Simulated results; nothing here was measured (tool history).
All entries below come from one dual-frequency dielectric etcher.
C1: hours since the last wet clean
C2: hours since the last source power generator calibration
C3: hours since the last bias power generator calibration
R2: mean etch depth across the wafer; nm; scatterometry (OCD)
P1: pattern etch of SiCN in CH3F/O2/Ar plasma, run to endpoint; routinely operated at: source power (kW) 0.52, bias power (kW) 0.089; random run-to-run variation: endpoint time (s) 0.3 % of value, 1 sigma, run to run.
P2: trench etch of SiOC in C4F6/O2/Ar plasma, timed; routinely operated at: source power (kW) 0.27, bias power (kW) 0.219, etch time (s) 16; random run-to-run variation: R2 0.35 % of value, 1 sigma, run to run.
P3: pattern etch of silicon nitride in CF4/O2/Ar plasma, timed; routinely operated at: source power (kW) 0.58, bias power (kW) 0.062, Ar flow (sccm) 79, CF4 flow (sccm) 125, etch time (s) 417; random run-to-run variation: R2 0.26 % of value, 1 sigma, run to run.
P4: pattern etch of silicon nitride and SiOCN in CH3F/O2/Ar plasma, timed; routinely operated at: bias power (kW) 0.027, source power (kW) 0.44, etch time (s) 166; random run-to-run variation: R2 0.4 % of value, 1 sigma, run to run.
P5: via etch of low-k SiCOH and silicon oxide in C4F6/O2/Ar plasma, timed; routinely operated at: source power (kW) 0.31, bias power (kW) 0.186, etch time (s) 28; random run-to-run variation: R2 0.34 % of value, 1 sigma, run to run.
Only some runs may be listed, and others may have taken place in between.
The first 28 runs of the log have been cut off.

run 29 hour=264.8 | process_that_ran=P4 source_power_(kW)=0.29 bias_power_(kW)=0.027 etch_time_(s)=166 | C1=709.9 C2=1171.3 C3=1122.8 | R2=21.272
run 30 hour=271.3 | process_that_ran=P3 source_power_(kW)=0.58 bias_power_(kW)=0.062 Ar_flow_(sccm)=108 CF4_flow_(sccm)=125 etch_time_(s)=417 | C1=716.4 C2=1177.8 C3=1129.3 | R2=975.59
run 31 hour=280.7 | process_that_ran=P3 source_power_(kW)=0.58 bias_power_(kW)=0.062 Ar_flow_(sccm)=79 CF4_flow_(sccm)=172 etch_time_(s)=417 | C1=725.8 C2=1187.2 C3=1138.7 | R2=1033.4
run 32 hour=290.2 | process_that_ran=P1 source_power_(kW)=0.52 bias_power_(kW)=0.089 | C1=735.3 C2=1196.7 C3=1148.2 | endpoint_time_(s)=25.579
run 33 hour=301.3 | process_that_ran=P1 source_power_(kW)=0.52 bias_power_(kW)=0.089 | C1=746.4 C2=1207.8 C3=1159.3 | endpoint_time_(s)=25.294
run 34 hour=312.7 | process_that_ran=P1 source_power_(kW)=0.52 bias_power_(kW)=0.089 | C1=757.8 C2=1219.2 C3=1170.7 | endpoint_time_(s)=25.301
run 35 hour=319 | process_that_ran=P1 source_power_(kW)=0.52 bias_power_(kW)=0.089 | C1=764.1 C2=1225.5 C3=1177 | endpoint_time_(s)=25.151
run 36 hour=330.5 | process_that_ran=P1 source_power_(kW)=0.52 bias_power_(kW)=0.089 | C1=775.6 C2=1237 C3=1188.5 | endpoint_time_(s)=25.023

For run 37, what comes out?
run 37 hour=342.5 | process_that_ran=P1 source_power_(kW)=0.52 bias_power_(kW)=0.089 | C1=787.6 C2=1249 C3=1200.5 | endpoint_time_(s)=?

endpoint time (s): 25.203
